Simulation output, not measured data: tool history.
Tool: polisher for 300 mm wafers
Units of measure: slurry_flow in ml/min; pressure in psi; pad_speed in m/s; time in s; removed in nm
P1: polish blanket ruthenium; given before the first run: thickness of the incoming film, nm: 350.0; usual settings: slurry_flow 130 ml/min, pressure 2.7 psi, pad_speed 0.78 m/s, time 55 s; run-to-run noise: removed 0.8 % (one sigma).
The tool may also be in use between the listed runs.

run   hour  slurry_flow  pressure  pad_speed  time  wafers polished on this pad  hours since the slurry nozzle was cleaned  hours since the head pressure was calibrated  removed
  1    4.8          130       2.7       0.78    55                          750                                      454.7                                         368.2   76.053
  2   11.3           80       2.7       0.78    55                          841                                      461.2                                         374.7   68.145
  3   15.7          175       2.7       0.78    55                          902                                      465.6                                         379.1   82.510
  4   20.5          130       2.7       0.78    55                          969                                      470.4                                         383.9   76.617
  5   24.4          130       2.7       0.36    55                         1023                                      474.3                                         387.8   35.756
  6   28.5          130       2.1       1.18    55                         1080                                      478.4                                         391.9   90.278
  7   32.8          130       2.7       0.78    55                         1140                                      482.7                                         396.2   76.939
  8   38.1          130       2.7       0.78    55                         1214                                      488.0                                         401.5   77.917
  9   43.5          130       2.7       0.78    55                         1289                                      493.4                                         406.9   77.470
 10   50.1          130       2.0       0.78    55                         1381                                      500.0                                         413.5   56.934
 11   55.2          130       2.7       1.06    55                         1452                                      505.1                                         418.6  105.060
 12   61.7          130       2.1       0.78    35                         1542                                      511.6                                         425.1   37.610
      65.6  -- slurry nozzle cleaned
 13   67.4          130       2.7       0.78    55                         1622                                        1.9                                         430.8   75.772
 14   71.0          130       2.7       0.78    80                         1672                                        5.5                                         434.4  109.300
 15   75.8          130       4.1       0.78    55                         1739                                       10.3                                         439.2  116.670
 16   83.0          130       2.7       0.78    39                         1839                                       17.5                                         446.4   54.486
 17   90.9          130       2.7       0.78    55                         1949                                       25.4                                         454.3   76.575
 18   95.8          130       2.7       0.78    55                         2017                                       30.3                                         459.2   76.676
 19  103.5          130       2.7       0.78    55                         2125                                       38.0                                         466.9   72.247
 20  107.9          130       2.7       0.78    55                         2186                                       42.4                                         471.3   69.919
     114.0  -- head pressure recalibrated
 21  114.3          130       2.7       0.78    55                         2275                                       48.8                                           0.3   69.963
 22  119.2          130       2.7       0.78    55                         2343                                       53.7                                           5.2   69.497
 23  125.5          130       2.7       0.78    55                         2431                                       60.0                                          11.5   68.645
 24  131.2          130       2.7       0.78    55                         2510                                       65.7                                          17.2   68.803
 25  135.7          130       2.7       0.78    55                         2573                                       70.2                                          21.7   68.059
 26  141.8          130       2.7       0.78    55                         2658                                       76.3                                          27.8   67.762
 27  146.0          130       2.7       0.78    55                         2716                                       80.5                                          32.0   68.661

P1 no longer gives what it gave before; its output has crept away from where it was. The following 2 causes, each at its listed size, fit the log equally well:
A: slurry flow missing at the pad, % = 38.9
B: removal rate lost through wear of the pad, % = 11.5
The creep began at about hour 95.8.
The rest of the possible causes, and what rules out each one:
head's pressure below its setpoint, %: maintenance at hour 114.0, after the shift began, did not return the process to its former output

Of the 4 check runs listed below, each run on one wafer and each result written as a question mark, which would let you distinguish the listed causes because they would give clearly different results?
check 1  150.2          130       2.7       0.62    79                                                                                                                              ?
check 2  150.2          130       2.7       1.04    72                                                                                                                              ?
check 3  150.2          130       2.7       0.78    72                                                                                                                              ?
check 4  150.2           80       2.7       0.44    55                                                                                                                              ?

Check results expected under each cause:
  check   result     if A     if B
check 1  removed   77.573   77.560
check 2  removed  118.590  118.570
check 3  removed   88.945   88.929
check 4  removed   31.953   33.993
Per-check spread between the two closest causes, in the result where they differ most: check 1 0.02 %; check 2 0.02 %; check 3 0.02 %; check 4 6.19 %
The causes can be told apart only by check 4. The other checks would give nearly the same results under each of them.

Check 4 was then run and gave: removed 33.939 nm. Which cause is it?

The correct cause is B, namely: removal rate lost through wear of the pad, %.
